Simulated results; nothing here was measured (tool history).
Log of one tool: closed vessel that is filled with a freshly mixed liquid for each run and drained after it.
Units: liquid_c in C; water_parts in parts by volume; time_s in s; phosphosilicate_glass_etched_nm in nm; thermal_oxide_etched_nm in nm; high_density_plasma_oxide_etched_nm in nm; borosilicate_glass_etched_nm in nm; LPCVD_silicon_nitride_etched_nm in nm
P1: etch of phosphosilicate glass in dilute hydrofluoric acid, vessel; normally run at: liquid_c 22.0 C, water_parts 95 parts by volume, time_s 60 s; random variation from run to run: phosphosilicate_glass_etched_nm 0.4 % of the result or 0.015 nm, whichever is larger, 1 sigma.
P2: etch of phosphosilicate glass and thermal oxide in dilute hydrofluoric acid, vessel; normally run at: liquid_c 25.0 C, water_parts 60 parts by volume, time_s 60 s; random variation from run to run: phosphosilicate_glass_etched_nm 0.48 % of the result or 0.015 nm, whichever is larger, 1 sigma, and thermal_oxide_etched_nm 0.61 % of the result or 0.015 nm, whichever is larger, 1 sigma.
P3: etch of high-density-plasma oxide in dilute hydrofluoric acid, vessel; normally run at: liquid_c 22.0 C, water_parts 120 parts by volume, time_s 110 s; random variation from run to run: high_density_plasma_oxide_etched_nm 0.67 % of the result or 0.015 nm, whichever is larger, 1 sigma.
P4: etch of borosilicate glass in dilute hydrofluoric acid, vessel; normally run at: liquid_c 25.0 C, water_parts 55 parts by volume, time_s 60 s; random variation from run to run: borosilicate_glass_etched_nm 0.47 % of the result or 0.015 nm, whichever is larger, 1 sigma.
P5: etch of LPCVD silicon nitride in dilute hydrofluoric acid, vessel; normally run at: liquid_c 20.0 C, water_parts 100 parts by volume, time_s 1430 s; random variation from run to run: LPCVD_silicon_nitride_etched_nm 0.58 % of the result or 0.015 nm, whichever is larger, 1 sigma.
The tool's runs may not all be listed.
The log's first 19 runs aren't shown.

run   hour  process  liquid_c  water_parts  time_s  hours since the thermometer was replaced  hours since the hydrofluoric acid flow meter was replaced  phosphosilicate_glass_etched_nm  thermal_oxide_etched_nm  high_density_plasma_oxide_etched_nm  borosilicate_glass_etched_nm  LPCVD_silicon_nitride_etched_nm
 20   81.6       P4      32.0           55      60                                     755.1                                                      427.9                                                                                                                       41.583
 21   86.6       P1      22.0           45      60                                     760.1                                                      432.9                          155.240
 22   90.1       P1      22.0           95      60                                     763.6                                                      436.4                           68.612
 23   93.4       P2      25.0           60     105                                     766.9                                                      439.7                          196.540                   9.2866
 24   98.2       P1      22.0          150      60                                     771.7                                                      444.5                           40.640
 25  102.1       P5      20.0          100    2535                                     775.6                                                      448.4                                                                                                                                                        9.7179
 26  104.5       P1      22.0           95      60                                     778.0                                                      450.8                           68.955
 27  109.7       P5      20.0          150    1430                                     783.2                                                      456.0                                                                                                                                                        3.6228
 28  114.0       P4      25.0           55      30                                     787.5                                                      460.3                                                                                                                       15.710
 29  116.4       P1      22.0           95      60                                     789.9                                                      462.7                           68.557
 30  118.8       P1      22.0           95      60                                     792.3                                                      465.1                           66.075
 31  123.6       P1      22.0           95      60                                     797.1                                                      469.9                           63.452
 32  127.9       P1      22.0           95      60                                     801.4                                                      474.2                           62.771
 33  130.3       P1      22.0           95      60                                     803.8                                                      476.6                           62.720

The next listed run, before its measurement:
 34  132.8       P1      22.0           95      60                                     806.3                                                      479.1                                ?

phosphosilicate_glass_etched_nm: 62.363 nm
